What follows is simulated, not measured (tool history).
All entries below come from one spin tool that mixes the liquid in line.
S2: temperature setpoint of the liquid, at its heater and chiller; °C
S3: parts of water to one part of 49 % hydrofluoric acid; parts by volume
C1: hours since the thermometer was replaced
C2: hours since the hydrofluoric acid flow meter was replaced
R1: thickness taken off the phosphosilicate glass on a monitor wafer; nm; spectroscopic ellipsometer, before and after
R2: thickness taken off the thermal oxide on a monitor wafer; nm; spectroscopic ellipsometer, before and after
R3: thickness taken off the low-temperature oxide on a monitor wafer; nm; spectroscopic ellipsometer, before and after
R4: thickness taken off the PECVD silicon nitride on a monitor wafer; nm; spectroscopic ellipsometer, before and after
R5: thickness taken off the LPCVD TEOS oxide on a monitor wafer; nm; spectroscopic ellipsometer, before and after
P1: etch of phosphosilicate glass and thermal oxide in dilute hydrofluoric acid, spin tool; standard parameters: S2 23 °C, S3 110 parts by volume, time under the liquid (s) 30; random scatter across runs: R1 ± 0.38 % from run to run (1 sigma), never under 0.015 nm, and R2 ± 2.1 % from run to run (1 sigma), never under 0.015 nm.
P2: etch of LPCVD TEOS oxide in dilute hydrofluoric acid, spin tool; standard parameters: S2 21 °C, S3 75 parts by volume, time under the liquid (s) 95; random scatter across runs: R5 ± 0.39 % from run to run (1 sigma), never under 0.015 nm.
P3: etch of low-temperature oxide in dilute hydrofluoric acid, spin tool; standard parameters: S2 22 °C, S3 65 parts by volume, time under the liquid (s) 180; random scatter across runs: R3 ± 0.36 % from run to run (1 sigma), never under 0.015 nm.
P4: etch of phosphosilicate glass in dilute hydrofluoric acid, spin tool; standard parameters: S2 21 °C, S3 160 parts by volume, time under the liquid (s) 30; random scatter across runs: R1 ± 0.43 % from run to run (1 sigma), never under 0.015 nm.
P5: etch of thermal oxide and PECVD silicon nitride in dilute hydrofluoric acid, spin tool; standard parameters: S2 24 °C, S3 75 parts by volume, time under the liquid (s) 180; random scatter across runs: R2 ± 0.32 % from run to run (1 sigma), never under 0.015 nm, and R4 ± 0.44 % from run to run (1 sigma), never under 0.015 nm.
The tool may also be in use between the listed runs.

run 1 hour=9.2 | process_that_ran=P1 S2=23 S3=110 time_under_the_liquid_(s)=30 | C1=198 C2=779.4 | R1=15.15 R2=1.2916
run 2 hour=14.6 | process_that_ran=P3 S2=30 S3=65 time_under_the_liquid_(s)=180 | C1=203.4 C2=784.8 | R3=71.587
run 3 hour=18.9 | process_that_ran=P5 S2=24 S3=75 time_under_the_liquid_(s)=180 | C1=207.7 C2=789.1 | R2=11.437 R4=7.136
run 4 hour=27.2 | process_that_ran=P1 S2=23 S3=60 time_under_the_liquid_(s)=15 | C1=216 C2=797.4 | R1=14.883 R2=1.1745
run 5 hour=33 | process_that_ran=P1 S2=23 S3=110 time_under_the_liquid_(s)=30 | C1=221.8 C2=803.2 | R1=15.213 R2=1.2447
run 6 hour=40 | process_that_ran=P4 S2=21 S3=160 time_under_the_liquid_(s)=30 | C1=228.8 C2=810.2 | R1=23.719
run 7 hour=48.2 | process_that_ran=P3 S2=22 S3=65 time_under_the_liquid_(s)=180 | C1=237 C2=818.4 | R3=51.944
run 8 hour=56.6 | process_that_ran=P5 S2=17 S3=75 time_under_the_liquid_(s)=180 | C1=245.4 C2=826.8 | R2=8.5448 R4=4.4512
run 9 hour=65.3 | process_that_ran=P2 S2=27.5 S3=75 time_under_the_liquid_(s)=95 | C1=254.1 C2=835.5 | R5=43.817
run 10 hour=72.6 | process_that_ran=P1 S2=23 S3=110 time_under_the_liquid_(s)=30 | C1=261.4 C2=842.8 | R1=15.312 R2=1.2624
run 11 hour=77.5 | process_that_ran=P5 S2=24 S3=140 time_under_the_liquid_(s)=180 | C1=266.3 C2=847.7 | R2=5.6662 R4=3.864
run 12 hour=82.1 | process_that_ran=P1 S2=23 S3=110 time_under_the_liquid_(s)=55 | C1=270.9 C2=852.3 | R1=28.053 R2=2.2063
run 13 hour=87.5 | process_that_ran=P5 S2=24 S3=75 time_under_the_liquid_(s)=340 | C1=276.3 C2=857.7 | R2=21.69 R4=13.462
run 14 hour=92.9 | process_that_ran=P2 S2=21 S3=75 time_under_the_liquid_(s)=95 | C1=281.7 C2=863.1 | R5=33.897
run 15 hour=99.3 | process_that_ran=P2 S2=21 S3=115 time_under_the_liquid_(s)=95 | C1=288.1 C2=869.5 | R5=21.297
run 16 hour=104.5 | process_that_ran=P3 S2=22 S3=65 time_under_the_liquid_(s)=355 | C1=293.3 C2=874.7 | R3=101.82
run 17 hour=113.1 | process_that_ran=P3 S2=22 S3=20 time_under_the_liquid_(s)=180 | C1=301.9 C2=883.3 | R3=179.01
run 18 hour=118.1 | process_that_ran=P4 S2=21 S3=160 time_under_the_liquid_(s)=15 | C1=306.9 C2=888.3 | R1=11.875
-- hour=119.5 thermometer replaced
run 19 hour=124.4 | process_that_ran=P2 S2=21 S3=75 time_under_the_liquid_(s)=50 | C1=5 C2=894.6 | R5=17.865
run 20 hour=130 | process_that_ran=P1 S2=17.5 S3=110 time_under_the_liquid_(s)=30 | C1=10.6 C2=900.2 | R1=12.221 R2=1.0037
run 21 hour=137.2 | process_that_ran=P1 S2=23 S3=110 time_under_the_liquid_(s)=30 | C1=17.8 C2=907.4 | R1=15.261 R2=1.2436
run 22 hour=143.8 | process_that_ran=P1 S2=23 S3=110 time_under_the_liquid_(s)=30 | C1=24.4 C2=914 | R1=15.334 R2=1.2887
run 23 hour=152 | process_that_ran=P4 S2=27 S3=160 time_under_the_liquid_(s)=30 | C1=32.6 C2=922.2 | R1=29.389
run 24 hour=159.2 | process_that_ran=P1 S2=31.5 S3=110 time_under_the_liquid_(s)=30 | C1=39.8 C2=929.4 | R1=21.107 R2=1.6783
run 25 hour=167.8 | process_that_ran=P4 S2=21 S3=285 time_under_the_liquid_(s)=30 | C1=48.4 C2=938 | R1=11.681
run 26 hour=176.4 | process_that_ran=P1 S2=23 S3=190 time_under_the_liquid_(s)=30 | C1=57 C2=946.6 | R1=8.069 R2=0.67008
run 27 hour=181.9 | process_that_ran=P1 S2=23 S3=110 time_under_the_liquid_(s)=30 | C1=62.5 C2=952.1 | R1=15.263 R2=1.2788
run 28 hour=186.7 | process_that_ran=P3 S2=22 S3=65 time_under_the_liquid_(s)=180 | C1=67.3 C2=956.9 | R3=52.028
run 29 hour=193.3 | process_that_ran=P2 S2=21 S3=75 time_under_the_liquid_(s)=95 | C1=73.9 C2=963.5 | R5=34.094
run 30 hour=199 | process_that_ran=P1 S2=23 S3=110 time_under_the_liquid_(s)=15 | C1=79.6 C2=969.2 | R1=7.65 R2=0.62499
run 31 hour=204.1 | process_that_ran=P1 S2=26 S3=40 time_under_the_liquid_(s)=30 | C1=84.7 C2=974.3 | R1=51.627 R2=4.2484
run 32 hour=211.4 | process_that_ran=P1 S2=23 S3=25 time_under_the_liquid_(s)=30 | C1=92 C2=981.6 | R1=74.8 R2=6.1996
run 33 hour=216.9 | process_that_ran=P1 S2=23 S3=110 time_under_the_liquid_(s)=30 | C1=97.5 C2=987.1 | R1=15.198 R2=1.258
run 34 hour=222.2 | process_that_ran=P1 S2=23 S3=110 time_under_the_liquid_(s)=30 | C1=102.8 C2=992.4 | R1=15.603 R2=1.2626
run 35 hour=229 | process_that_ran=P1 S2=23 S3=110 time_under_the_liquid_(s)=30 | C1=109.6 C2=999.2 | R1=15.862 R2=1.2892
run 36 hour=234 | process_that_ran=P1 S2=23 S3=110 time_under_the_liquid_(s)=30 | C1=114.6 C2=1004.2 | R1=16.158 R2=1.2858
run 37 hour=241.8 | process_that_ran=P1 S2=23 S3=110 time_under_the_liquid_(s)=30 | C1=122.4 C2=1012 | R1=16.105 R2=1.3047
run 38 hour=246.9 | process_that_ran=P1 S2=23 S3=110 time_under_the_liquid_(s)=30 | C1=127.5 C2=1017.1 | R1=16.234 R2=1.3325
run 39 hour=253.9 | process_that_ran=P1 S2=23 S3=110 time_under_the_liquid_(s)=30 | C1=134.5 C2=1024.1 | R1=16.332 R2=1.3822
run 40 hour=260 | process_that_ran=P1 S2=23 S3=110 time_under_the_liquid_(s)=30 | C1=140.6 C2=1030.2 | R1=16.345 R2=1.2902
run 41 hour=269.5 | process_that_ran=P1 S2=23 S3=110 time_under_the_liquid_(s)=30 | C1=150.1 C2=1039.7 | R1=16.375 R2=1.3691
run 42 hour=274.1 | process_that_ran=P1 S2=23 S3=110 time_under_the_liquid_(s)=30 | C1=154.7 C2=1044.3 | R1=16.409 R2=1.3459

Compared with where it was, what P1 gives has crept away. Each cause listed below fits the log as well as the rest, at the size given for it:
A: hydrofluoric acid flow above the setpoint (%) = 6.32
B: liquid hotter than its thermometer reads (K) = 1.76
Onset of the creep was near hour 216.9.

Of the 4 check runs listed below, each run on one wafer and each result written as a question mark, which would let you distinguish the listed causes because they would give clearly different results?
run check 1 hour=278.7 | process_that_ran=P2 S2=24.5 S3=75 time_under_the_liquid_(s)=95 | R5=?
run check 2 hour=278.7 | process_that_ran=P5 S2=17 S3=125 time_under_the_liquid_(s)=180 | R2=? R4=?
run check 3 hour=278.7 | process_that_ran=P4 S2=24.5 S3=160 time_under_the_liquid_(s)=30 | R1=?
run check 4 hour=278.7 | process_that_ran=P3 S2=28 S3=30 time_under_the_liquid_(s)=180 | R3=?

How each check would come out, cause by cause:
check=check_1 result=R5 if_A=41.913 if_B=42.043
check=check_2 result=R2 if_A=5.2222 if_B=5.2421
check=check_2 result=R4 if_A=2.8785 if_B=3.0614
check=check_3 result=R1 if_A=28.94 if_B=28.757
check=check_4 result=R3 if_A=160.91 if_B=162.08
Gap, in per cent, between the two causes that each check separates least, read from the result that separates them most: check 1 0.31 %; check 2 6.16 %; check 3 0.63 %; check 4 0.72 %
Only check 2 tells the causes apart: in the others they would give nearly the same result.

Check 2 was then run and gave: R2 5.1817 nm; R4 2.8965 nm. Which cause is it?

A is the cause: hydrofluoric acid flow above the setpoint (%).

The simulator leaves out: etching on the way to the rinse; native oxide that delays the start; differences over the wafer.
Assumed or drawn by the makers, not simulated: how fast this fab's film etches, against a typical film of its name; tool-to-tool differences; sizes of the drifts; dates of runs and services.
